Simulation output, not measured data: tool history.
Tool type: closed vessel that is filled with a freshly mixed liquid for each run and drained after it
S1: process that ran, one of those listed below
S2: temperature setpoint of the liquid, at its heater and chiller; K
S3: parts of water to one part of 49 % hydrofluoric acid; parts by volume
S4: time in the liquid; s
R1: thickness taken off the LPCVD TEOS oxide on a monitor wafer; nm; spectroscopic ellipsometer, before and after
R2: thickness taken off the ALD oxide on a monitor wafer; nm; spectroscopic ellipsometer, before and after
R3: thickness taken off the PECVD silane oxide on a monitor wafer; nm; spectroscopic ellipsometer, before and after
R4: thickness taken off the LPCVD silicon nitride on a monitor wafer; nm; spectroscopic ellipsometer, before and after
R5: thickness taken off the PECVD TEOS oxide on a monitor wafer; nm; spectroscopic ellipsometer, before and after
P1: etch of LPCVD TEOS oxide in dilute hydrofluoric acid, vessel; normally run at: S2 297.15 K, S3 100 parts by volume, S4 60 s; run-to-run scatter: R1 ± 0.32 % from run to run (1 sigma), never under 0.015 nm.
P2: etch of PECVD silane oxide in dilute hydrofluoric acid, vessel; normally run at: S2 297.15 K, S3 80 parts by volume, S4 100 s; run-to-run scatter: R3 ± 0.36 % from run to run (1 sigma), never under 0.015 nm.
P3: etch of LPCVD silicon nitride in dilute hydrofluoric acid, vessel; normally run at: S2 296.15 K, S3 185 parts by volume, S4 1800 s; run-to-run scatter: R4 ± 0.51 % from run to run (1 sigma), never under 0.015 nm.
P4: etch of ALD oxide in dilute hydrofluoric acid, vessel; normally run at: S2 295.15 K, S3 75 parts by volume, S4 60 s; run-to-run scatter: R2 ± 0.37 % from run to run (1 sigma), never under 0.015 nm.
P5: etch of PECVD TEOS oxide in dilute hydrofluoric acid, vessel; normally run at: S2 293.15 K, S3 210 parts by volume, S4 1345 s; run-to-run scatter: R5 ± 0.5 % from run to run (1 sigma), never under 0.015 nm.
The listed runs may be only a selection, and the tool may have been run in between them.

| run | day | S1 | S2 | S3 | S4 | R1 | R2 | R3 | R4 | R5 |
|---|---|---|---|---|---|---|---|---|---|---|
| 1 | 0.154 | P1 | 297.15 | 100 | 60 | 20.4260 |  |  |  |  |
| 2 | 0.338 | P4 | 295.15 | 110 | 60 |  | 6.4374 |  |  |  |
| 3 | 0.525 | P2 | 301.15 | 80 | 100 |  |  | 37.556 |  |  |
| 4 | 0.738 | P3 | 296.15 | 185 | 1800 |  |  |  | 4.6883 |  |
| 5 | 0.929 | P2 | 297.15 | 80 | 100 |  |  | 32.028 |  |  |
| 6 | 1.092 | P1 | 297.15 | 145 | 30 | 6.7264 |  |  |  |  |
| 7 | 1.304 | P1 | 297.15 | 100 | 60 | 20.4280 |  |  |  |  |
| 8 | 1.412 | P5 | 290.15 | 210 | 1345 |  |  |  |  | 48.554 |
| 9 | 1.592 | P5 | 293.15 | 210 | 1345 |  |  |  |  | 54.297 |
| 10 | 1.796 | P1 | 302.65 | 100 | 60 | 25.0880 |  |  |  |  |
| 11 | 2.021 | P4 | 295.15 | 75 | 60 |  | 9.9195 |  |  |  |
| 12 | 2.217 | P1 | 297.15 | 165 | 60 | 11.4790 |  |  |  |  |
| 13 | 2.458 | P1 | 297.15 | 100 | 60 | 20.4730 |  |  |  |  |
| 14 | 2.575 | P3 | 292.15 | 185 | 1800 |  |  |  | 3.6600 |  |
| 15 | 2.788 | P2 | 297.15 | 80 | 155 |  |  | 49.923 |  |  |
| 16 | 2.971 | P1 | 297.15 | 100 | 60 | 20.4540 |  |  |  |  |
| 17 | 3.150 | P4 | 295.15 | 75 | 30 |  | 4.9324 |  |  |  |
| 18 | 3.350 | P1 | 297.15 | 100 | 90 | 30.6560 |  |  |  |  |
| 19 | 3.521 | P1 | 297.15 | 100 | 60 | 20.3850 |  |  |  |  |
| 20 | 3.662 | P4 | 295.15 | 75 | 60 |  | 9.9627 |  |  |  |
| 21 | 3.875 | P5 | 293.15 | 210 | 720 |  |  |  |  | 29.261 |
| 22 | 4.088 | P1 | 304.65 | 100 | 30 | 13.5860 |  |  |  |  |
| 23 | 4.212 | P5 | 293.15 | 300 | 1345 |  |  |  |  | 34.870 |
| 24 | 4.367 | P4 | 303.15 | 75 | 60 |  | 13.7390 |  |  |  |
| 25 | 4.517 | P5 | 293.15 | 210 | 1345 |  |  |  |  | 54.150 |
| 26 | 4.725 | P3 | 296.15 | 185 | 3355 |  |  |  | 8.8720 |  |
| 27 | 4.858 | P2 | 297.15 | 35 | 100 |  |  | 78.256 |  |  |
| 28 | 4.979 | P1 | 290.15 | 100 | 60 | 15.3460 |  |  |  |  |
| 29 | 5.225 | P1 | 297.15 | 100 | 30 | 10.2190 |  |  |  |  |
| 30 | 5.417 | P3 | 296.15 | 260 | 1800 |  |  |  | 3.4174 |  |
| 31 | 5.575 | P1 | 297.15 | 35 | 60 | 63.4140 |  |  |  |  |
| 32 | 5.729 | P1 | 304.65 | 100 | 110 | 50.0350 |  |  |  |  |
| 33 | 5.925 | P1 | 297.15 | 100 | 60 | 20.4240 |  |  |  |  |
| 34 | 6.071 | P1 | 297.15 | 100 | 60 | 20.8170 |  |  |  |  |
| 35 | 6.183 | P1 | 297.15 | 100 | 60 | 21.0570 |  |  |  |  |
| 36 | 6.342 | P1 | 297.15 | 100 | 60 | 21.3150 |  |  |  |  |
| 37 | 6.479 | P1 | 297.15 | 100 | 60 | 21.4560 |  |  |  |  |
| 38 | 6.592 | P1 | 297.15 | 100 | 60 | 21.5100 |  |  |  |  |
| 39 | 6.817 | P1 | 297.15 | 100 | 60 | 21.6360 |  |  |  |  |
| 40 | 7.033 | P1 | 297.15 | 100 | 60 | 21.7000 |  |  |  |  |
| 41 | 7.179 | P1 | 297.15 | 100 | 60 | 21.7800 |  |  |  |  |
| 42 | 7.333 | P1 | 297.15 | 100 | 60 | 21.6440 |  |  |  |  |
| 43 | 7.471 | P1 | 297.15 | 100 | 60 | 21.8220 |  |  |  |  |
| 44 | 7.604 | P1 | 297.15 | 100 | 60 | 21.8360 |  |  |  |  |

Compared with where it was, what P1 gives has crept away. Each cause listed below fits the log as well as the rest, at the size given for it:
A: liquid hotter than its thermometer reads (K) = 1.73
B: hydrofluoric acid flow above the setpoint (%) = 6.23
The drift started at roughly day 5.925.

Listed below are the offered check runs, one wafer per run, with question marks in place of results. For which of them would the causes give clearly different outcomes?
| check 1 | 7.738 | P2 | 297.15 | 80 | 100 |  |  | ? |  |  |
| check 2 | 7.738 | P5 | 293.15 | 210 | 1345 |  |  |  |  | ? |
| check 3 | 7.738 | P4 | 295.15 | 75 | 60 |  | ? |  |  |  |
| check 4 | 7.738 | P3 | 296.15 | 185 | 1800 |  |  |  | ? |  |

Predicted outcomes, by check and by cause:
| check | result | if A | if B |
|---|---|---|---|
| check 1 | R3 | 34.483 | 34.391 |
| check 2 | R5 | 58.176 | 58.568 |
| check 3 | R2 | 10.6730 | 10.6230 |
| check 4 | R4 | 5.2978 | 5.0362 |
Smallest distance between any two causes, each pair judged by its most separating result, in per cent: check 1 0.27 %; check 2 0.67 %; check 3 0.47 %; check 4 5.06 %
Only check 4 tells the causes apart: in the others they would give nearly the same result.

With check 4 done, the readings were: R4 4.9896 nm. Identify which of the listed causes applies.

The correct cause is B, namely: hydrofluoric acid flow above the setpoint (%).
